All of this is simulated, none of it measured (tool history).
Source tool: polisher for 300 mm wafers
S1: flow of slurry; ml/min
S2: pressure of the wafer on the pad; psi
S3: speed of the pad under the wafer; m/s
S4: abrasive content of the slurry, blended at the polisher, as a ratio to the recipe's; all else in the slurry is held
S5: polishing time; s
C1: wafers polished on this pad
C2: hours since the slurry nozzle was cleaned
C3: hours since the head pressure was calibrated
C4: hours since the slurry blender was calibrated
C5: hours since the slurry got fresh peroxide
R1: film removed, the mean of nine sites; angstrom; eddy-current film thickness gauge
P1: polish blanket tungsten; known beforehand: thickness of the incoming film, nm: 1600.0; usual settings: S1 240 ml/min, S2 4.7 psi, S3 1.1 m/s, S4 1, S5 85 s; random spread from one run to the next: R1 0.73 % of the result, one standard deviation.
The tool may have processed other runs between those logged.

run,hour,S1,S2,S3,S4,S5,C1,C2,C3,C4,C5,R1
1,4.7,240,4.7,1.1,1,85,241,227.2,293.5,94.3,35.9,6436.9
2,12.9,240,4.7,1.1,1,38,332,235.4,301.7,102.5,44.1,2831.5
# hour 21.2: slurry blender recalibrated
3,22.2,240,4.7,1.1,1.5,85,435,244.7,311,1.1,53.4,7033
4,27.5,350,4.7,1.1,1,85,493,250,316.3,6.4,58.7,6684
5,35.1,240,6.9,1.1,1,85,577,257.6,323.9,14,66.3,9275.1
6,41.7,240,4.7,1.1,0.5,85,650,264.2,330.5,20.6,72.9,5440.5
# hour 47.4: worn pad replaced by a new one
7,47.5,145,4.7,1.1,1,85,1,270,336.3,26.4,78.7,6024.8
8,53.9,240,4.7,1.1,1,109,72,276.4,342.7,32.8,85.1,8111.1
9,58.9,240,4.7,1.54,1,85,127,281.4,347.7,37.8,90.1,9027.4
10,68.8,240,4.7,0.64,1,85,237,291.3,357.6,47.7,100,3733.9
11,73.6,240,4.7,1.1,1,85,290,296.1,362.4,52.5,104.8,6335.3
12,79.6,315,4.7,1.1,1,59,356,302.1,368.4,58.5,110.8,4575.9
13,87.7,240,4.7,1.1,1,85,446,310.2,376.5,66.6,118.9,6352.1
14,95.9,240,2.8,1.1,1,85,536,318.4,384.7,74.8,127.1,3843.1
15,104.9,240,4.7,1.1,1,85,636,327.4,393.7,83.8,136.1,6366.5
16,112.1,240,4.7,1.1,1,85,716,334.6,400.9,91,143.3,6343.2
17,117.3,240,4.7,1.1,1,85,773,339.8,406.1,96.2,148.5,6242.1
18,122.5,240,4.7,1.1,1,85,831,345,411.3,101.4,153.7,6173.2
19,132.2,240,4.7,1.1,1,85,938,354.7,421,111.1,163.4,6109.4
20,138.8,240,4.7,1.1,1,85,1011,361.3,427.6,117.7,170,6118.5
# hour 143.4: slurry tank refilled with fresh slurry and peroxide
# hour 144.8: head pressure recalibrated
# hour 144.9: worn pad replaced by a new one
21,148,240,4.7,1.1,1,85,34,370.5,3.3,126.9,4.6,5964.6
22,154.4,240,4.7,1.1,1,85,105,376.9,9.7,133.3,11,6038.6
23,161.5,240,4.7,1.1,1,85,183,384,16.8,140.4,18.1,5922.7
24,165.9,240,4.7,1.1,1,85,232,388.4,21.2,144.8,22.5,5937.5
25,170.8,240,4.7,1.1,1,85,286,393.3,26.1,149.7,27.4,5935.2

What P1 gives has crept off from where it sat before. The 2 causes that follow fit the log equally well, each at the size noted:
A: slurry flow missing at the pad, % = 39.4
B: abrasive missing from the slurry, % = 26.2
The creep began at about hour 112.1.
Each remaining cause and why it is not a fit:
removal rate lost through wear of the pad, %: its service at hour 144.9 followed the start of the drift and did not put the process back to its old value
head's pressure below its setpoint, %: its service at hour 144.8 followed the start of the drift and did not put the process back to its old value
peroxide lost from the slurry, %: its service at hour 143.4 followed the start of the drift and did not put the process back to its old value

Of the 4 check runs below, each run on 2 wafers with the results averaged and each result still a question mark, which one would tell the listed causes apart?
check 1,175.7,240,4.7,1.1,0.55,85,,,,,,?
check 2,175.7,145,4.7,0.7,1,85,,,,,,?
check 3,175.7,240,4.7,0.68,1,47,,,,,,?
check 4,175.7,240,3.3,1.1,1,85,,,,,,?

What every check run would give for each of its results, assuming each possible cause in turn:
check,result,if A,if B
check 1,R1,5186.8,5209.4
check 2,R1,3382.5,3525.5
check 3,R1,2033.7,2033.5
check 4,R1,4177.4,4177.1
How far apart the two closest causes lie, in the result that separates them most: check 1 0.43 %; check 2 4.14 %; check 3 0.01 %; check 4 0.01 %
Of the check runs offered, only check 2 discriminates between the causes; the rest would read about the same regardless of which cause applies.

Running check 2 produced the following: R1 3373.9 angstrom. Which one of the listed causes fits?

It is A: slurry flow missing at the pad, %.
